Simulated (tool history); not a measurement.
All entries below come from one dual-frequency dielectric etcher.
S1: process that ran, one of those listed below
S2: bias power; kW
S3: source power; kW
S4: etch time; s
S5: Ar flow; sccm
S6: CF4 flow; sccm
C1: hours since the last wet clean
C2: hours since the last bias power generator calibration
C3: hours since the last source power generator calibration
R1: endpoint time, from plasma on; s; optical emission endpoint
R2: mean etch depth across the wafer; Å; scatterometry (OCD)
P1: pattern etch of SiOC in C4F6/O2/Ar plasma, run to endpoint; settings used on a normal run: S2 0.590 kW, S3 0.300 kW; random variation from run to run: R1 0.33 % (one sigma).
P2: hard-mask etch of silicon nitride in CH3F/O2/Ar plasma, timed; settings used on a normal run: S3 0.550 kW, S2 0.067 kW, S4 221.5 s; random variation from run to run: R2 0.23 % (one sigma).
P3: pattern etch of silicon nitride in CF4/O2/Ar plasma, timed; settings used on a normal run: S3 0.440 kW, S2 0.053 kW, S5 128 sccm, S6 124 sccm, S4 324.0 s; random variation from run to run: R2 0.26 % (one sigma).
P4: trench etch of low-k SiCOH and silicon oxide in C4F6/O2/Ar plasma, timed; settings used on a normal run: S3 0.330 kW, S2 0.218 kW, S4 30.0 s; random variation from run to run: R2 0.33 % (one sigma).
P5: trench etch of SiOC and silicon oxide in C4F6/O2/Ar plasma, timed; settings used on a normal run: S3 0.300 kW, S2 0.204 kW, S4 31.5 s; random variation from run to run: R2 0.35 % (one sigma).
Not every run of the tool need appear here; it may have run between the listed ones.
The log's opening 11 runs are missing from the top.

run	hour	S1	S2	S3	S4	S5	S6	C1	C2	C3	R1	R2
12	61.7	P1	0.765	0.380				157.0	40.9	1909.9	7.2694	
13	65.8	P5	0.274	0.300	31.5			161.1	45.0	1914.0		642.01
14	71.9	P5	0.204	0.300	31.5			167.2	51.1	1920.1		580.92
15	75.7	P1	0.590	0.300				171.0	54.9	1923.9	8.7582	
16	79.6	P3	0.042	0.440	324.0	128	124	174.9	58.8	1927.8		5116.20
17	83.9	P3	0.053	0.440	324.0	128	124	179.2	63.1	1932.1		5556.90
18	87.0	P1	0.590	0.200				182.3	66.2	1935.2	10.1720	
19	91.6	P3	0.053	0.440	468.0	128	124	186.9	70.8	1939.8		8029.60
20	95.1	P1	0.590	0.300				190.4	74.3	1943.3	8.7668	
21	100.6	P5	0.204	0.300	18.0			195.9	79.8	1948.8		332.64
22	106.6	P4	0.218	0.330	19.0			201.9	85.8	1954.8		577.99
23	113.4	P2	0.067	0.550	221.5			208.7	92.6	1961.6		1721.80
24	118.4	P4	0.294	0.330	30.0			213.7	97.6	1966.6		1004.80
25	124.4	P1	0.483	0.220				219.7	103.6	1972.6	10.5780	

For run 26, what comes out?
26	131.3	P1	0.811	0.300				226.6	110.5	1979.5	?	

{"run 26": {"R1": 7.6866}}
